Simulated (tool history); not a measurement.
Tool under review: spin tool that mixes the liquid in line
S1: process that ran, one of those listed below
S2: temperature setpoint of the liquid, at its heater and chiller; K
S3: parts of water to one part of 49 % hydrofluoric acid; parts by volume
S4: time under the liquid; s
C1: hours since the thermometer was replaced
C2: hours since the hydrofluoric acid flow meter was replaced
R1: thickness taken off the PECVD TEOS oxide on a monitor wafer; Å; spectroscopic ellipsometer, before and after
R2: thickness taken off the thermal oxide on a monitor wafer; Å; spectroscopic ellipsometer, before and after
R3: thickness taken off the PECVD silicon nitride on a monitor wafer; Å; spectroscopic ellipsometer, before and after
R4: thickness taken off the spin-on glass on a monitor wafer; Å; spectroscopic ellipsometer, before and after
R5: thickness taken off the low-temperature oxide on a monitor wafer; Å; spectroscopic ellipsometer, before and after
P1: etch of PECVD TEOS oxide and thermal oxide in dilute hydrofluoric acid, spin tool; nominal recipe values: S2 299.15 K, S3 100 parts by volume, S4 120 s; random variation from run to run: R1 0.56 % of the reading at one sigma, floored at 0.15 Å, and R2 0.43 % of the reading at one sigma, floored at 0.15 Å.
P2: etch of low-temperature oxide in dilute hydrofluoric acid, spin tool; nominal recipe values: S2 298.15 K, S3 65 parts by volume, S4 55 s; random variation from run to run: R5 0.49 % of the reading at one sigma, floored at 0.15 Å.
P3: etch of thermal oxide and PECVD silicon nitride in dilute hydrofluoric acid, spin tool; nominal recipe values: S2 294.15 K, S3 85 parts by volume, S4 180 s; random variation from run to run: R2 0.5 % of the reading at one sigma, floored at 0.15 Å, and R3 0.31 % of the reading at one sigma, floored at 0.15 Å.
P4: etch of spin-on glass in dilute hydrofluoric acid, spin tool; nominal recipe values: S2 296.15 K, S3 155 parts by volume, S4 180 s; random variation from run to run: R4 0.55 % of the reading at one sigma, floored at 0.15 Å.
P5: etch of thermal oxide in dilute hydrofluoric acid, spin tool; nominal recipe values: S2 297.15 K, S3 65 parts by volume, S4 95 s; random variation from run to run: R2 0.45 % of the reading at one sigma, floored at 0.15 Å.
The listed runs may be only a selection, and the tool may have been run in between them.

| run | hour | S1 | S2 | S3 | S4 | C1 | C2 | R1 | R2 | R3 | R4 | R5 |
|---|---|---|---|---|---|---|---|---|---|---|---|---|
| 1 | 8.7 | P1 | 299.15 | 100 | 120 | 367.7 | 1175.4 | 169.36 | 64.823 |  |  |  |
| 2 | 21.3 | P5 | 297.15 | 65 | 95 | 380.3 | 1188 |  | 70.32 |  |  |  |
| 3 | 28.1 | P1 | 291.65 | 55 | 120 | 387.1 | 1194.8 | 239.63 | 91.75 |  |  |  |
| 4 | 35.5 | P5 | 300.65 | 65 | 95 | 394.5 | 1202.2 |  | 80.705 |  |  |  |
| 5 | 43.5 | P1 | 299.15 | 100 | 120 | 402.5 | 1210.2 | 170.82 | 65.012 |  |  |  |
| 6 | 56.4 | P3 | 294.15 | 85 | 180 | 415.4 | 1223.1 |  | 80.924 | 79.946 |  |  |
| 7 | 68.7 | P1 | 299.15 | 165 | 120 | 427.7 | 1235.4 | 95.17 | 36.003 |  |  |  |
| 8 | 80.1 | P5 | 297.15 | 25 | 95 | 439.1 | 1246.8 |  | 190.71 |  |  |  |
| 9 | 93.7 | P1 | 294.15 | 100 | 190 | 452.7 | 1260.4 | 219.76 | 84.982 |  |  |  |
| 10 | 104 | P1 | 294.15 | 100 | 120 | 463 | 1270.7 | 139.69 | 53.685 |  |  |  |
| 11 | 115 | P5 | 297.15 | 65 | 160 | 474 | 1281.7 |  | 118.53 |  |  |  |
| 12 | 124.4 | P4 | 296.15 | 155 | 325 | 483.4 | 1291.1 |  |  |  | 385.52 |  |
| 13 | 133.7 | P1 | 299.15 | 30 | 120 | 492.7 | 1300.4 | 626.56 | 237.35 |  |  |  |
| 14 | 141 | P2 | 298.15 | 20 | 55 | 500 | 1307.7 |  |  |  |  | 337.83 |
| 15 | 148.9 | P1 | 299.15 | 100 | 120 | 507.9 | 1315.6 | 169.79 | 64.647 |  |  |  |
| 16 | 158.4 | P3 | 290.15 | 85 | 180 | 517.4 | 1325.1 |  | 68.349 | 61.042 |  |  |
| 17 | 165.5 | P1 | 299.15 | 35 | 175 | 524.5 | 1332.2 | 776.82 | 296.28 |  |  |  |
| 18 | 173.2 | P4 | 300.15 | 155 | 180 | 532.2 | 1339.9 |  |  |  | 247.49 |  |
| 19 | 179.5 | P2 | 304.65 | 65 | 55 | 538.5 | 1346.2 |  |  |  |  | 127.55 |
| 20 | 192.7 | P2 | 298.15 | 65 | 55 | 551.7 | 1359.4 |  |  |  |  | 97.94 |
| 21 | 204 | P4 | 296.15 | 155 | 180 | 563 | 1370.7 |  |  |  | 211.31 |  |
| 22 | 212.8 | P2 | 298.15 | 65 | 15 | 571.8 | 1379.5 |  |  |  |  | 26.618 |
| 23 | 222.9 | P1 | 299.15 | 100 | 120 | 581.9 | 1389.6 | 168.19 | 64.776 |  |  |  |
| 24 | 235 | P1 | 299.15 | 100 | 220 | 594 | 1401.7 | 314.5 | 120.47 |  |  |  |
| 25 | 245.8 | P1 | 302.65 | 100 | 120 | 604.8 | 1412.5 | 194.19 | 74.029 |  |  |  |
| 26 | 254.9 | P3 | 294.15 | 85 | 180 | 613.9 | 1421.6 |  | 80.901 | 80.053 |  |  |
| 27 | 261.4 | P4 | 296.15 | 230 | 180 | 620.4 | 1428.1 |  |  |  | 133.47 |  |
| 28 | 273 | P3 | 294.15 | 35 | 180 | 632 | 1439.7 |  | 209.3 | 189.74 |  |  |
| 29 | 284.2 | P1 | 299.15 | 100 | 55 | 643.2 | 1450.9 | 77.875 | 29.634 |  |  |  |
| 30 | 295.4 | P2 | 298.15 | 65 | 55 | 654.4 | 1462.1 |  |  |  |  | 97.972 |
| 31 | 305.6 | P3 | 294.15 | 85 | 270 | 664.6 | 1472.3 |  | 120.88 | 119.34 |  |  |
| 32 | 312.2 | P1 | 299.15 | 100 | 120 | 671.2 | 1478.9 | 172.47 | 65.212 |  |  |  |
| 33 | 323.5 | P1 | 299.15 | 100 | 120 | 682.5 | 1490.2 | 174.59 | 67.023 |  |  |  |
| 34 | 336.3 | P1 | 299.15 | 100 | 120 | 695.3 | 1503 | 177.95 | 67.857 |  |  |  |
| 35 | 343.9 | P1 | 299.15 | 100 | 120 | 702.9 | 1510.6 | 180.25 | 68.779 |  |  |  |
| 36 | 354.8 | P1 | 299.15 | 100 | 120 | 713.8 | 1521.5 | 180.32 | 69.511 |  |  |  |
| 37 | 364.9 | P1 | 299.15 | 100 | 120 | 723.9 | 1531.6 | 183.04 | 69.804 |  |  |  |
| 38 | 376 | P1 | 299.15 | 100 | 120 | 735 | 1542.7 | 182.75 | 69.207 |  |  |  |
| 39 | 389.7 | P1 | 299.15 | 100 | 120 | 748.7 | 1556.4 | 182.94 | 70.012 |  |  |  |
| 40 | 396.1 | P1 | 299.15 | 100 | 120 | 755.1 | 1562.8 | 184.74 | 70.584 |  |  |  |
| 41 | 403.3 | P1 | 299.15 | 100 | 120 | 762.3 | 1570 | 185.62 | 69.846 |  |  |  |
| 42 | 412.5 | P1 | 299.15 | 100 | 120 | 771.5 | 1579.2 | 183.36 | 70.032 |  |  |  |
| 43 | 421 | P1 | 299.15 | 100 | 120 | 780 | 1587.7 | 184.97 | 70.237 |  |  |  |

The log shows P1 creeping away from where it was. Any of the 2 causes listed here, at the size stated for it, fits the log just as well as the others:
A: liquid hotter than its thermometer reads (K) = 2.03
B: hydrofluoric acid flow above the setpoint (%) = 7.2
The creep began at about hour 312.2.

Which of the 4 check runs listed below separates the causes, so that each cause would produce a clearly different result? Each run uses one wafer, and its results are marked with question marks.
| check 1 | 429.5 | P3 | 294.15 | 85 | 180 |  |  |  | ? | ? |  |  |
| check 2 | 429.5 | P2 | 298.15 | 65 | 55 |  |  |  |  |  |  | ? |
| check 3 | 429.5 | P5 | 297.15 | 65 | 95 |  |  |  | ? |  |  |  |
| check 4 | 429.5 | P4 | 296.15 | 155 | 180 |  |  |  |  |  | ? |  |

If the cause were each of the candidates in turn, the checks would give the following:
| check | result | if A | if B |
|---|---|---|---|
| check 1 | R2 | 87.859 | 87.291 |
| check 1 | R3 | 91.853 | 85.746 |
| check 2 | R5 | 106.48 | 105.87 |
| check 3 | R2 | 76.293 | 75.792 |
| check 4 | R4 | 228.92 | 229.8 |
Smallest distance between any two causes, each pair judged by its most separating result, in per cent: check 1 6.88 %; check 2 0.58 %; check 3 0.66 %; check 4 0.38 %
Of the check runs offered, only check 1 discriminates between the causes; the rest would read about the same regardless of which cause applies.

The results of check 1 are: R2 86.275 Å; R3 85.95 Å. Based on these, which of the listed causes is it?

It was cause B: hydrofluoric acid flow above the setpoint (%).

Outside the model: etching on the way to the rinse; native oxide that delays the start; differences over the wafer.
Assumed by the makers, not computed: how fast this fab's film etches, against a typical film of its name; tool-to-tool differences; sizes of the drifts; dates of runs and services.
